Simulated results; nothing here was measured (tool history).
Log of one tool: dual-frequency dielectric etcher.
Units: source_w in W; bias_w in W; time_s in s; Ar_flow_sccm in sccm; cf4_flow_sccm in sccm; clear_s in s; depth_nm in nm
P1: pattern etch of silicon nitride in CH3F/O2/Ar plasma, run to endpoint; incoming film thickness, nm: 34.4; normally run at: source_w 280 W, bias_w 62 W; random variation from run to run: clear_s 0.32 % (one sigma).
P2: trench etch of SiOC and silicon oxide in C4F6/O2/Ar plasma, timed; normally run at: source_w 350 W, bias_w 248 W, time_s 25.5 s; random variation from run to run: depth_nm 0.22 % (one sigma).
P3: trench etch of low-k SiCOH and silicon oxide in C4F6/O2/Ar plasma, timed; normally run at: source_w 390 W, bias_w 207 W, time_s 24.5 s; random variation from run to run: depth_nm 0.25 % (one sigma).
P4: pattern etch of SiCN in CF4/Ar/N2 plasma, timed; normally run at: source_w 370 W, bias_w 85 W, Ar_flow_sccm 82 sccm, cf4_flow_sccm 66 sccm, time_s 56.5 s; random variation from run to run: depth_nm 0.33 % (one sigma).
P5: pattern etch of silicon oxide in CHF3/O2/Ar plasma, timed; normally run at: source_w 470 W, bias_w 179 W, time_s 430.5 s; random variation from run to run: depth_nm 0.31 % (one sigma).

| run | day | process | source_w | bias_w | time_s | Ar_flow_sccm | cf4_flow_sccm | hours since the last wet clean | hours since the last source power generator calibration | hours since the last bias power generator calibration | clear_s | depth_nm |
|---|---|---|---|---|---|---|---|---|---|---|---|---|
| 1 | 0.221 | P1 | 280 | 62 |  |  |  | 158 | 2083.9 | 522.1 | 61.711 |  |
| 2 | 0.404 | P1 | 280 | 62 |  |  |  | 162.4 | 2088.3 | 526.5 | 61.798 |  |
| 3 | 0.596 | P5 | 470 | 123 | 430.5 |  |  | 167 | 2092.9 | 531.1 |  | 676.38 |
| 4 | 0.792 | P1 | 280 | 44 |  |  |  | 171.7 | 2097.6 | 535.8 | 68.906 |  |
| 5 | 0.962 | P4 | 370 | 85 | 56.5 | 82 | 79 | 175.8 | 2101.7 | 539.9 |  | 45.482 |
| 6 | 1.221 | P2 | 350 | 186 | 25.5 |  |  | 182 | 2107.9 | 546.1 |  | 47.68 |
| 7 | 1.392 | P3 | 390 | 127 | 24.5 |  |  | 186.1 | 2112 | 550.2 |  | 71.313 |
| 8 | 1.625 | P1 | 280 | 62 |  |  |  | 191.7 | 2117.6 | 555.8 | 61.371 |  |
| 9 | 1.871 | P4 | 370 | 53 | 56.5 | 82 | 66 | 197.6 | 2123.5 | 561.7 |  | 37.871 |
| 10 | 2.175 | P1 | 280 | 77 |  |  |  | 204.9 | 2130.8 | 569 | 57.272 |  |
| 11 | 2.471 | P4 | 370 | 85 | 32.5 | 82 | 66 | 212 | 2137.9 | 576.1 |  | 25.654 |
| 12 | 2.75 | P4 | 440 | 85 | 56.5 | 82 | 66 | 218.7 | 2144.6 | 582.8 |  | 51.888 |
| 13 | 2.892 | P1 | 280 | 62 |  |  |  | 222.1 | 2148 | 586.2 | 61.271 |  |
| 14 | 3.142 | P1 | 370 | 37 |  |  |  | 228.1 | 2154 | 592.2 | 64.996 |  |
| 15 | 3.45 | P3 | 390 | 207 | 24.5 |  |  | 235.5 | 2161.4 | 599.6 |  | 83.104 |
|  | 3.454 | bias power generator calibrated |
| 16 | 3.696 | P4 | 370 | 85 | 56.5 | 82 | 66 | 241.4 | 2167.3 | 5.9 |  | 44.432 |
| 17 | 3.912 | P1 | 280 | 62 |  |  |  | 246.6 | 2172.5 | 11.1 | 61.608 |  |
| 18 | 4.079 | P2 | 230 | 248 | 25.5 |  |  | 250.6 | 2176.5 | 15.1 |  | 44.637 |
| 19 | 4.271 | P1 | 230 | 85 |  |  |  | 255.2 | 2181.1 | 19.7 | 59.2 |  |
| 20 | 4.567 | P2 | 350 | 248 | 14 |  |  | 262.3 | 2188.2 | 26.8 |  | 28.543 |
| 21 | 4.758 | P1 | 340 | 62 |  |  |  | 266.9 | 2192.8 | 31.4 | 56.952 |  |
| 22 | 4.925 | P3 | 390 | 207 | 16 |  |  | 270.9 | 2196.8 | 35.4 |  | 53.884 |
| 23 | 5.121 | P5 | 330 | 179 | 430.5 |  |  | 275.6 | 2201.5 | 40.1 |  | 667.92 |
| 24 | 5.338 | P1 | 280 | 62 |  |  |  | 280.8 | 2206.7 | 45.3 | 61.393 |  |
| 25 | 5.512 | P4 | 370 | 85 | 56.5 | 55 | 66 | 285 | 2210.9 | 49.5 |  | 46.893 |
| 26 | 5.792 | P1 | 230 | 62 |  |  |  | 291.7 | 2217.6 | 56.2 | 66.528 |  |
| 27 | 5.958 | P5 | 470 | 179 | 430.5 |  |  | 295.7 | 2221.6 | 60.2 |  | 763.05 |
| 28 | 6.117 | P5 | 470 | 179 | 430.5 |  |  | 299.5 | 2225.4 | 64 |  | 766.04 |
| 29 | 6.35 | P2 | 350 | 248 | 25.5 |  |  | 305.1 | 2231 | 69.6 |  | 52.266 |
| 30 | 6.488 | P3 | 250 | 207 | 24.5 |  |  | 308.4 | 2234.3 | 72.9 |  | 69.925 |
| 31 | 6.725 | P3 | 390 | 207 | 24.5 |  |  | 314.1 | 2240 | 78.6 |  | 82.691 |
| 32 | 6.971 | P5 | 470 | 179 | 297 |  |  | 320 | 2245.9 | 84.5 |  | 528.57 |
| 33 | 7.221 | P1 | 280 | 62 |  |  |  | 326 | 2251.9 | 90.5 | 61.176 |  |
| 34 | 7.379 | P1 | 280 | 62 |  |  |  | 329.8 | 2255.7 | 94.3 | 61.913 |  |
| 35 | 7.538 | P1 | 280 | 62 |  |  |  | 333.6 | 2259.5 | 98.1 | 61.943 |  |
| 36 | 7.804 | P1 | 280 | 62 |  |  |  | 340 | 2265.9 | 104.5 | 62.019 |  |
|  | 7.875 | wet clean of the chamber |
| 37 | 8.004 | P1 | 280 | 62 |  |  |  | 3.2 | 2270.7 | 109.3 | 62.622 |  |
| 38 | 8.3 | P1 | 280 | 62 |  |  |  | 10.3 | 2277.8 | 116.4 | 62.254 |  |
| 39 | 8.612 | P1 | 280 | 62 |  |  |  | 17.8 | 2285.3 | 123.9 | 62.23 |  |
| 40 | 8.917 | P1 | 280 | 62 |  |  |  | 25.1 | 2292.6 | 131.2 | 62.473 |  |
| 41 | 9.067 | P1 | 280 | 62 |  |  |  | 28.7 | 2296.2 | 134.8 | 62.304 |  |

What P1 gives has crept away from where it was. These 2 causes fit the log equally well, each at the size given:
A: source power that arrives under what is set, % = 4.11
B: bias power that arrives under what is set, % = 4.59
The creep began at about day 7.221.
Why every other cause is out:
chamber walls in a state that lowers the etch rate, %: serviced at day 7.875, which brought nothing back

4 check runs are offered, each on 2 wafers whose results are averaged, their results left as question marks. Which one tells the causes apart?
| check 1 | 9.217 | P3 | 390 | 139 | 16.5 |  |  |  |  |  |  | ? |
| check 2 | 9.217 | P4 | 370 | 85 | 56.5 | 62 | 66 |  |  |  |  | ? |
| check 3 | 9.217 | P5 | 330 | 131 | 430.5 |  |  |  |  |  |  | ? |
| check 4 | 9.217 | P2 | 230 | 248 | 15.5 |  |  |  |  |  |  | ? |

What each check would give under each cause:
| check | result | if A | if B |
|---|---|---|---|
| check 1 | depth_nm | 48.428 | 48.557 |
| check 2 | depth_nm | 44.407 | 45.343 |
| check 3 | depth_nm | 590.53 | 590.99 |
| check 4 | depth_nm | 26.673 | 26.66 |
How far apart the two closest causes lie, in the result that separates them most: check 1 0.27 %; check 2 2.08 %; check 3 0.08 %; check 4 0.05 %
Check 2 tells the causes apart: in the others they would give nearly the same result.

Check 2 was then run and gave: depth_nm 45.145 nm. Which cause is it?

It is B: bias power that arrives under what is set, %.
